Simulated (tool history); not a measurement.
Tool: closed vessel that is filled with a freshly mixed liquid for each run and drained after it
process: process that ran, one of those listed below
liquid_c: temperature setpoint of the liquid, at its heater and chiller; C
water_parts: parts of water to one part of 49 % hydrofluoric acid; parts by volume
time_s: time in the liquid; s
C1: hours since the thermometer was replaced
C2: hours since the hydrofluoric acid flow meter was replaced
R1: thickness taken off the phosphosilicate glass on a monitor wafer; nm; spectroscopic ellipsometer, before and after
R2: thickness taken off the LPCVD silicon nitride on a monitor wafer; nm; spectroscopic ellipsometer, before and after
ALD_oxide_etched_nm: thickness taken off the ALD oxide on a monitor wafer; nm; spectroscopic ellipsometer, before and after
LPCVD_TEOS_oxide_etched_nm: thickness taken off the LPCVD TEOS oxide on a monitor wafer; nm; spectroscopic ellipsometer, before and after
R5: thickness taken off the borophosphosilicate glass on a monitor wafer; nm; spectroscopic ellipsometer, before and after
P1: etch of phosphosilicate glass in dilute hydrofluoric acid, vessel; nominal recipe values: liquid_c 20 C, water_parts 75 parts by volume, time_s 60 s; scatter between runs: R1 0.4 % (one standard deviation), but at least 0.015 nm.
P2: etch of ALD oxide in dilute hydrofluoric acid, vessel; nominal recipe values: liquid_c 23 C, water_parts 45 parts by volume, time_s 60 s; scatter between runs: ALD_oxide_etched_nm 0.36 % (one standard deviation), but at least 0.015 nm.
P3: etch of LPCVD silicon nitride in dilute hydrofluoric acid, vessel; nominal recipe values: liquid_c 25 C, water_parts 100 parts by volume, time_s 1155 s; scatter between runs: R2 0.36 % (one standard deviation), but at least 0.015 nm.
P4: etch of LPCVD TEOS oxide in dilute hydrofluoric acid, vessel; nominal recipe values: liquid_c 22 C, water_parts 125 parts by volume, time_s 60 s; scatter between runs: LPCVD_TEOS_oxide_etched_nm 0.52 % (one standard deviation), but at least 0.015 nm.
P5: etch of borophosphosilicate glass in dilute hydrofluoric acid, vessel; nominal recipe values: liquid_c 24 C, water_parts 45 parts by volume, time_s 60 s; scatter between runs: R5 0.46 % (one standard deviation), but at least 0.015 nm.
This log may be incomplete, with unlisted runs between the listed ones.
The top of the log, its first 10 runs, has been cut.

run 11 hour=52.1 | process=P5 liquid_c=24 water_parts=45 time_s=60 | C1=751.6 C2=413.9 | R5=52.131
run 12 hour=55.7 | process=P5 liquid_c=24 water_parts=20 time_s=60 | C1=755.2 C2=417.5 | R5=120.54
run 13 hour=61.6 | process=P3 liquid_c=25 water_parts=100 time_s=645 | C1=761.1 C2=423.4 | R2=3.2376
run 14 hour=65.9 | process=P2 liquid_c=23 water_parts=65 time_s=60 | C1=765.4 C2=427.7 | ALD_oxide_etched_nm=27.439
run 15 hour=72.3 | process=P4 liquid_c=22 water_parts=125 time_s=60 | C1=771.8 C2=434.1 | LPCVD_TEOS_oxide_etched_nm=8.7349
run 16 hour=75.3 | process=P1 liquid_c=20 water_parts=75 time_s=110 | C1=774.8 C2=437.1 | R1=78.298
run 17 hour=80.9 | process=P1 liquid_c=20 water_parts=30 time_s=60 | C1=780.4 C2=442.7 | R1=112.54
run 18 hour=84.4 | process=P4 liquid_c=27 water_parts=125 time_s=60 | C1=783.9 C2=446.2 | LPCVD_TEOS_oxide_etched_nm=10.477
run 19 hour=88 | process=P1 liquid_c=20 water_parts=75 time_s=30 | C1=787.5 C2=449.8 | R1=21.262
run 20 hour=91.5 | process=P5 liquid_c=20 water_parts=45 time_s=60 | C1=791 C2=453.3 | R5=43.692
run 21 hour=97 | process=P1 liquid_c=25.5 water_parts=75 time_s=60 | C1=796.5 C2=458.8 | R1=53.414
run 22 hour=103.5 | process=P3 liquid_c=25 water_parts=100 time_s=1155 | C1=803 C2=465.3 | R2=5.8014
run 23 hour=107.3 | process=P1 liquid_c=27 water_parts=20 time_s=60 | C1=806.8 C2=469.1 | R1=229.3
run 24 hour=113.9 | process=P4 liquid_c=22 water_parts=75 time_s=60 | C1=813.4 C2=475.7 | LPCVD_TEOS_oxide_etched_nm=15.244
run 25 hour=117.6 | process=P4 liquid_c=22 water_parts=125 time_s=105 | C1=817.1 C2=479.4 | LPCVD_TEOS_oxide_etched_nm=15.201
run 26 hour=122.7 | process=P2 liquid_c=23 water_parts=45 time_s=30 | C1=822.2 C2=484.5 | ALD_oxide_etched_nm=20.432
run 27 hour=127.1 | process=P3 liquid_c=17.5 water_parts=100 time_s=1155 | C1=826.6 C2=488.9 | R2=3.5014
-- hour=130.3 thermometer replaced
run 28 hour=133 | process=P2 liquid_c=23 water_parts=45 time_s=60 | C1=2.8 C2=494.8 | ALD_oxide_etched_nm=40.752
run 29 hour=137.6 | process=P3 liquid_c=25 water_parts=100 time_s=1155 | C1=7.4 C2=499.4 | R2=5.7888
run 30 hour=140.5 | process=P1 liquid_c=20 water_parts=105 time_s=60 | C1=10.3 C2=502.3 | R1=29.355
run 31 hour=146.1 | process=P1 liquid_c=17 water_parts=75 time_s=85 | C1=15.9 C2=507.9 | R1=52.812

The next listed run, before its measurement:
run 32 hour=152.1 | process=P5 liquid_c=24 water_parts=45 time_s=60 | C1=21.9 C2=513.9 | R5=?

{"run 32": {"R5": 52.32}}
